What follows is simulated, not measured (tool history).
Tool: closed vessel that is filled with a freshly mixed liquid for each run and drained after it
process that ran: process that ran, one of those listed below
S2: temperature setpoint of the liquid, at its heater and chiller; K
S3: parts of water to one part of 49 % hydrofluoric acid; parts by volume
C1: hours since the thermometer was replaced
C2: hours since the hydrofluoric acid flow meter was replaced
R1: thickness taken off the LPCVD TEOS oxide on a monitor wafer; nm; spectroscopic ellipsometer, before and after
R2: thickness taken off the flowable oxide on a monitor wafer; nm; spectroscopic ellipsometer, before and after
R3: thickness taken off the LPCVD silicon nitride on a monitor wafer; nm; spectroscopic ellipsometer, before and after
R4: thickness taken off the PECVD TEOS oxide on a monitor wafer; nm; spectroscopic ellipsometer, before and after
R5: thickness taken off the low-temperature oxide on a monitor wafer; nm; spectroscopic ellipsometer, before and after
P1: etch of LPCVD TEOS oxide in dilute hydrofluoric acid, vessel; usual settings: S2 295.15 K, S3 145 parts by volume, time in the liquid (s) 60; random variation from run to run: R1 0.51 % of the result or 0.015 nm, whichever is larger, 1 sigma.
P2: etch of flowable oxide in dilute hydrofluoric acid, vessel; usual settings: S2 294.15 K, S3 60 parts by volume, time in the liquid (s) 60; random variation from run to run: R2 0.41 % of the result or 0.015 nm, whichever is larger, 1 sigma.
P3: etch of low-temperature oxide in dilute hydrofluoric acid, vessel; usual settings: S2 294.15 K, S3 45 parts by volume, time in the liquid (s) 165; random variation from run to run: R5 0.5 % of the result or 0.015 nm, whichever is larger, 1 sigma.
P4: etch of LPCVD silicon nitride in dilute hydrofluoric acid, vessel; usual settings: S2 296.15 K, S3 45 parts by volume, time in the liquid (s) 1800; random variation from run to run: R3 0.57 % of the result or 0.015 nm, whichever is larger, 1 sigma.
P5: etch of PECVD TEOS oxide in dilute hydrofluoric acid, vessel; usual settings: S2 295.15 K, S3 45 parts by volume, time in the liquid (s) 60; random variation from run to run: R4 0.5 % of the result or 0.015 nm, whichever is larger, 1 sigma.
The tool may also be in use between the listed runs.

run 1 day=0.533 | process_that_ran=P1 S2=295.15 S3=145 time_in_the_liquid_(s)=60 | C1=501 C2=388.7 | R1=8.3031
run 2 day=0.825 | process_that_ran=P2 S2=301.65 S3=60 time_in_the_liquid_(s)=60 | C1=508 C2=395.7 | R2=59.511
run 3 day=1.117 | process_that_ran=P1 S2=295.15 S3=230 time_in_the_liquid_(s)=60 | C1=515 C2=402.7 | R1=4.7659
run 4 day=1.688 | process_that_ran=P4 S2=296.15 S3=45 time_in_the_liquid_(s)=1800 | C1=528.7 C2=416.4 | R3=20.627
run 5 day=1.975 | process_that_ran=P1 S2=295.15 S3=145 time_in_the_liquid_(s)=60 | C1=535.6 C2=423.3 | R1=8.3949
run 6 day=2.438 | process_that_ran=P2 S2=294.15 S3=60 time_in_the_liquid_(s)=30 | C1=546.7 C2=434.4 | R2=22.043
run 7 day=3.012 | process_that_ran=P1 S2=295.15 S3=30 time_in_the_liquid_(s)=60 | C1=560.5 C2=448.2 | R1=45.606
run 8 day=3.304 | process_that_ran=P1 S2=295.15 S3=145 time_in_the_liquid_(s)=30 | C1=567.5 C2=455.2 | R1=4.1467
run 9 day=3.721 | process_that_ran=P1 S2=295.15 S3=145 time_in_the_liquid_(s)=60 | C1=577.5 C2=465.2 | R1=8.3373
run 10 day=4.162 | process_that_ran=P1 S2=299.15 S3=145 time_in_the_liquid_(s)=60 | C1=588.1 C2=475.8 | R1=9.6474
run 11 day=4.521 | process_that_ran=P5 S2=295.15 S3=45 time_in_the_liquid_(s)=30 | C1=596.7 C2=484.4 | R4=13.962
run 12 day=5.046 | process_that_ran=P5 S2=303.15 S3=45 time_in_the_liquid_(s)=60 | C1=609.3 C2=497 | R4=39.159
run 13 day=5.629 | process_that_ran=P4 S2=296.15 S3=45 time_in_the_liquid_(s)=3565 | C1=623.3 C2=511 | R3=40.643
run 14 day=6.054 | process_that_ran=P1 S2=295.15 S3=145 time_in_the_liquid_(s)=60 | C1=633.5 C2=521.2 | R1=8.2923
run 15 day=6.408 | process_that_ran=P3 S2=294.15 S3=45 time_in_the_liquid_(s)=165 | C1=642 C2=529.7 | R5=58.682
run 16 day=6.779 | process_that_ran=P3 S2=294.15 S3=45 time_in_the_liquid_(s)=165 | C1=650.9 C2=538.6 | R5=58.7
run 17 day=7.4 | process_that_ran=P2 S2=294.15 S3=60 time_in_the_liquid_(s)=60 | C1=665.8 C2=553.5 | R2=43.731
run 18 day=7.696 | process_that_ran=P1 S2=290.15 S3=145 time_in_the_liquid_(s)=60 | C1=672.9 C2=560.6 | R1=6.779
run 19 day=8.104 | process_that_ran=P3 S2=290.15 S3=45 time_in_the_liquid_(s)=165 | C1=682.7 C2=570.4 | R5=49.238
run 20 day=8.717 | process_that_ran=P5 S2=295.15 S3=20 time_in_the_liquid_(s)=60 | C1=697.4 C2=585.1 | R4=65.509
run 21 day=9.183 | process_that_ran=P4 S2=301.65 S3=45 time_in_the_liquid_(s)=1800 | C1=708.6 C2=596.3 | R3=29.913
run 22 day=9.721 | process_that_ran=P5 S2=295.15 S3=45 time_in_the_liquid_(s)=60 | C1=721.5 C2=609.2 | R4=27.977
run 23 day=10.312 | process_that_ran=P2 S2=294.15 S3=35 time_in_the_liquid_(s)=60 | C1=735.7 C2=623.4 | R2=77.375
run 24 day=10.908 | process_that_ran=P1 S2=295.15 S3=145 time_in_the_liquid_(s)=115 | C1=750 C2=637.7 | R1=15.893
run 25 day=11.288 | process_that_ran=P1 S2=300.65 S3=145 time_in_the_liquid_(s)=110 | C1=759.1 C2=646.8 | R1=18.805
run 26 day=11.754 | process_that_ran=P4 S2=296.15 S3=65 time_in_the_liquid_(s)=1800 | C1=770.3 C2=658 | R3=14.506

Run 27 comes next. What will it give?
run 27 day=12.121 | process_that_ran=P1 S2=295.15 S3=255 time_in_the_liquid_(s)=30 | C1=779.1 C2=666.8 | R1=?

{"run 27": {"R1": 2.1149}}

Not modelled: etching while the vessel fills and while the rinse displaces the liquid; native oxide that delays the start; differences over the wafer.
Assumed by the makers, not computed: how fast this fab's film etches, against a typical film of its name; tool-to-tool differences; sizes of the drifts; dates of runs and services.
